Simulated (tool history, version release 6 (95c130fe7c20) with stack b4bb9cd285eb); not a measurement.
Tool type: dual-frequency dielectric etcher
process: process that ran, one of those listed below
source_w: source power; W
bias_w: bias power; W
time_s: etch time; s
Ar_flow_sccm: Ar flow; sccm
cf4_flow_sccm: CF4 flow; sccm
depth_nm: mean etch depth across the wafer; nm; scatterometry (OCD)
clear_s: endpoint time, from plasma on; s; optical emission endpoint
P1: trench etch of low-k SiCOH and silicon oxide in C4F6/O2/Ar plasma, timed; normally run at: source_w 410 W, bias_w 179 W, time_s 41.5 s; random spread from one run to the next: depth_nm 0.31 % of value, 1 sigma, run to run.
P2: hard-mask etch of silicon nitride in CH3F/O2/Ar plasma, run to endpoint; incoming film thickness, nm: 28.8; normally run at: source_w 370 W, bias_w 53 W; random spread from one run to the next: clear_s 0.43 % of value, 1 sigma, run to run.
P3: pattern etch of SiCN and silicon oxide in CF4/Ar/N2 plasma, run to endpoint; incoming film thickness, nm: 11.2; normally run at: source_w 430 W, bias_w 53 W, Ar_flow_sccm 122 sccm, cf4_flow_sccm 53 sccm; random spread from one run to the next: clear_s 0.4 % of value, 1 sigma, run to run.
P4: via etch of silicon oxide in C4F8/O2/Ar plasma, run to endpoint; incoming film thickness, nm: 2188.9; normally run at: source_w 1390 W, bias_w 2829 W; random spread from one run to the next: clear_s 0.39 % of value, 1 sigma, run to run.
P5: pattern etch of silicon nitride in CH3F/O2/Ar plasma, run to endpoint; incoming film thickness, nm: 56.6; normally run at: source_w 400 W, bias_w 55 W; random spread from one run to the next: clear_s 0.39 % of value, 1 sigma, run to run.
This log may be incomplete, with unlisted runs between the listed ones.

run 1 hour=7.8 | process=P1 source_w=410 bias_w=179 time_s=41.5 | depth_nm=131.690
run 2 hour=21.2 | process=P1 source_w=410 bias_w=179 time_s=62.0 | depth_nm=197.850
run 3 hour=28.2 | process=P4 source_w=1390 bias_w=1754 | clear_s=522.270
run 4 hour=35.4 | process=P1 source_w=410 bias_w=123 time_s=27.0 | depth_nm=76.842
run 5 hour=43.1 | process=P2 source_w=510 bias_w=53 | clear_s=41.449
run 6 hour=54.2 | process=P5 source_w=400 bias_w=55 | clear_s=90.628
run 7 hour=62.1 | process=P3 source_w=550 bias_w=53 Ar_flow_sccm=122 cf4_flow_sccm=53 | clear_s=13.030
run 8 hour=72.2 | process=P1 source_w=410 bias_w=179 time_s=41.5 | depth_nm=133.060
run 9 hour=86.5 | process=P3 source_w=430 bias_w=53 Ar_flow_sccm=81 cf4_flow_sccm=53 | clear_s=15.098
run 10 hour=95.8 | process=P1 source_w=410 bias_w=111 time_s=23.0 | depth_nm=63.571
run 11 hour=107.7 | process=P1 source_w=320 bias_w=109 time_s=41.5 | depth_nm=104.010
run 12 hour=115.9 | process=P2 source_w=370 bias_w=53 | clear_s=46.842
run 13 hour=128.1 | process=P4 source_w=1820 bias_w=2829 | clear_s=404.790
run 14 hour=141.0 | process=P5 source_w=400 bias_w=71 | clear_s=83.833
run 15 hour=149.4 | process=P1 source_w=410 bias_w=179 time_s=41.5 | depth_nm=132.590
run 16 hour=160.9 | process=P2 source_w=370 bias_w=74 | clear_s=41.573
run 17 hour=171.5 | process=P4 source_w=1390 bias_w=2829 | clear_s=451.530
run 18 hour=180.9 | process=P1 source_w=410 bias_w=179 time_s=41.5 | depth_nm=132.820
run 19 hour=194.8 | process=P5 source_w=560 bias_w=55 | clear_s=80.344
run 20 hour=204.8 | process=P1 source_w=410 bias_w=138 time_s=41.5 | depth_nm=122.360
run 21 hour=217.0 | process=P1 source_w=410 bias_w=218 time_s=41.5 | depth_nm=141.130
-- hour=226.2 bias power generator calibrated
run 22 hour=230.6 | process=P3 source_w=430 bias_w=53 Ar_flow_sccm=122 cf4_flow_sccm=53 | clear_s=16.337
run 23 hour=241.3 | process=P1 source_w=410 bias_w=179 time_s=32.5 | depth_nm=103.560
run 24 hour=249.3 | process=P1 source_w=300 bias_w=179 time_s=41.5 | depth_nm=116.420
run 25 hour=257.8 | process=P1 source_w=530 bias_w=179 time_s=41.5 | depth_nm=146.100
run 26 hour=265.3 | process=P3 source_w=430 bias_w=40 Ar_flow_sccm=122 cf4_flow_sccm=53 | clear_s=17.778
run 27 hour=277.8 | process=P2 source_w=370 bias_w=53 | clear_s=46.849
run 28 hour=284.8 | process=P3 source_w=430 bias_w=53 Ar_flow_sccm=122 cf4_flow_sccm=64 | clear_s=15.532
run 29 hour=294.8 | process=P1 source_w=410 bias_w=179 time_s=41.5 | depth_nm=132.530
run 30 hour=304.3 | process=P1 source_w=410 bias_w=179 time_s=41.5 | depth_nm=133.010
run 31 hour=314.4 | process=P1 source_w=410 bias_w=179 time_s=41.5 | depth_nm=133.190
run 32 hour=325.9 | process=P1 source_w=410 bias_w=179 time_s=41.5 | depth_nm=133.880
run 33 hour=334.4 | process=P1 source_w=410 bias_w=179 time_s=41.5 | depth_nm=134.010
run 34 hour=342.1 | process=P1 source_w=410 bias_w=179 time_s=41.5 | depth_nm=134.460
run 35 hour=356.1 | process=P1 source_w=410 bias_w=179 time_s=41.5 | depth_nm=133.930
run 36 hour=363.9 | process=P1 source_w=410 bias_w=179 time_s=41.5 | depth_nm=135.020
-- hour=368.6 wet clean of the chamber
run 37 hour=373.6 | process=P1 source_w=410 bias_w=179 time_s=41.5 | depth_nm=134.350
run 38 hour=385.3 | process=P1 source_w=410 bias_w=179 time_s=41.5 | depth_nm=134.020
run 39 hour=397.0 | process=P1 source_w=410 bias_w=179 time_s=41.5 | depth_nm=134.440
run 40 hour=410.0 | process=P1 source_w=410 bias_w=179 time_s=41.5 | depth_nm=134.750

What P1 gives has crept away from where it was. These 2 causes fit the log equally well, each at the size given:
A: bias power that arrives over what is set, % = 4.97
B: source power that arrives over what is set, % = 4.01
The gradual shift began around hour 294.8.
Other possible causes, and why each is ruled out:
chamber walls in a state that raises the etch rate, %: serviced after onset, at hour 368.6, with no recovery of the prior output

Of the 4 check runs below, each run on 2 wafers with the results averaged and each result still a question mark, which one would tell the listed causes apart?
run check 1 hour=423.0 | process=P3 source_w=430 bias_w=40 Ar_flow_sccm=93 cf4_flow_sccm=53 | clear_s=?
run check 2 hour=423.0 | process=P2 source_w=510 bias_w=62 | clear_s=?
run check 3 hour=423.0 | process=P4 source_w=1590 bias_w=2829 | clear_s=?
run check 4 hour=423.0 | process=P5 source_w=480 bias_w=55 | clear_s=?

What every check run would give for each of its results, assuming each possible cause in turn:
check=check_1 result=clear_s if_A=16.651 if_B=16.316
check=check_2 result=clear_s if_A=38.736 if_B=38.761
check=check_3 result=clear_s if_A=422.490 if_B=422.440
check=check_4 result=clear_s if_A=83.172 if_B=83.184
How far apart the two closest causes lie, in the result that separates them most: check 1 2.03 %; check 2 0.06 %; check 3 0.01 %; check 4 0.01 %
The other checks would show nearly matching results whichever cause is true, so check 1 is the only one that separates the causes.

With check 1 done, the readings were: clear_s 16.200 s. Identify which of the listed causes applies.

It is B: source power that arrives over what is set, %.
